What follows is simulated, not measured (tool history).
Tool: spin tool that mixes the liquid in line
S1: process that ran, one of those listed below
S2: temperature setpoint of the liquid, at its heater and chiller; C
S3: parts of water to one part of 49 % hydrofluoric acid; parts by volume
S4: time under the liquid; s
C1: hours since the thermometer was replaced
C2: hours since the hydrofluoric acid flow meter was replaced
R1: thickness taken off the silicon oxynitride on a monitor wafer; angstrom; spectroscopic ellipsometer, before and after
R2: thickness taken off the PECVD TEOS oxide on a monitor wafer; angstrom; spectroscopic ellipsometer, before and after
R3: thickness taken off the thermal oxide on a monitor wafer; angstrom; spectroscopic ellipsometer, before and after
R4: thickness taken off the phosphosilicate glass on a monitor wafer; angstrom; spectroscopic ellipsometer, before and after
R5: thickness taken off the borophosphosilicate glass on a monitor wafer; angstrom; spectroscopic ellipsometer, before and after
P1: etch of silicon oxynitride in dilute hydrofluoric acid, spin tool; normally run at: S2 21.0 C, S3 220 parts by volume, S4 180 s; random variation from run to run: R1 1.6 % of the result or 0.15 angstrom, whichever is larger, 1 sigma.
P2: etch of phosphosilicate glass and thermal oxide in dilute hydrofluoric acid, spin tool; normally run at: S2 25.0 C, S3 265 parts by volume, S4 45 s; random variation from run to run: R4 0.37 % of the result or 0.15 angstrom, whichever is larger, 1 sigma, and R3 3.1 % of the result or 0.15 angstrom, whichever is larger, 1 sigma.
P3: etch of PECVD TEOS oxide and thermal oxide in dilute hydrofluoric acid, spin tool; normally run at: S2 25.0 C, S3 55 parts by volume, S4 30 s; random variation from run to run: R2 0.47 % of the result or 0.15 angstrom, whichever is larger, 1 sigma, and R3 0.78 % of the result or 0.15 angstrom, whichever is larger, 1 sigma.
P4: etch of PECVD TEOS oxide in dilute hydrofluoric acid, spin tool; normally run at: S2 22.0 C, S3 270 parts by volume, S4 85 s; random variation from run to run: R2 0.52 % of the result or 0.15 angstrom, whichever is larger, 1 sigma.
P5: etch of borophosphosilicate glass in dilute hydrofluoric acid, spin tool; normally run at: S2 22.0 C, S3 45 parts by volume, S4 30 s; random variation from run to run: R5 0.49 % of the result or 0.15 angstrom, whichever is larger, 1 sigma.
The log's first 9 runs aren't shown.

run	hour	S1	S2	S3	S4	C1	C2	R1	R2	R3	R4	R5
10	107.9	P2	25.0	265	15	675.8	412.9			2.2381	62.962	
11	125.2	P2	29.0	265	45	693.1	430.2			7.9092	217.510	
12	138.6	P5	27.5	45	30	706.5	443.6					259.62
13	151.3	P1	21.0	220	305	719.2	456.3	25.2240				
14	160.8	P2	25.0	265	45	728.7	465.8			6.6315	188.910	
15	177.0	P4	22.0	270	15	744.9	482.0		9.8848			
16	184.8	P1	21.0	40	180	752.7	489.8	93.7830				
17	196.0	P4	17.0	270	85	763.9	501.0		46.5300			
18	208.2	P4	22.0	270	85	776.1	513.2		55.8520			
19	225.1	P3	25.0	20	30	793.0	530.1		305.8100	79.6260		
20	234.8	P1	21.0	220	180	802.7	539.8	14.6940				
21	242.7	P4	22.0	70	85	810.6	547.7		267.0400			
22	256.8	P1	27.0	220	180	824.7	561.8	19.5700				
23	267.4	P3	18.0	55	30	835.3	572.4		78.8650	20.8540		
24	276.7	P3	25.0	55	30	844.6	581.7		106.0300	27.8030		
25	284.7	P5	22.0	75	30	852.6	589.7					120.83
26	294.1	P1	28.0	350	180	862.0	599.1	11.2180				
27	308.7	P5	22.0	45	65	876.6	613.7					444.58
28	319.4	P1	21.0	305	180	887.3	624.4	9.7511				
29	334.2	P1	21.0	220	180	902.1	639.2	14.5290				
30	348.3	P1	21.0	220	180	916.2	653.3	15.4200				
31	358.4	P1	21.0	335	280	926.3	663.4	14.1480				
32	374.6	P5	22.0	45	30	942.5	679.6					206.38
33	384.6	P1	21.0	220	180	952.5	689.6	15.0960				
34	400.5	P1	21.0	220	20	968.4	705.5	1.7252				

Forecast run 35:
35	416.2	P1	21.0	220	180	984.1	721.2	?				

R1: 15.0570 angstrom

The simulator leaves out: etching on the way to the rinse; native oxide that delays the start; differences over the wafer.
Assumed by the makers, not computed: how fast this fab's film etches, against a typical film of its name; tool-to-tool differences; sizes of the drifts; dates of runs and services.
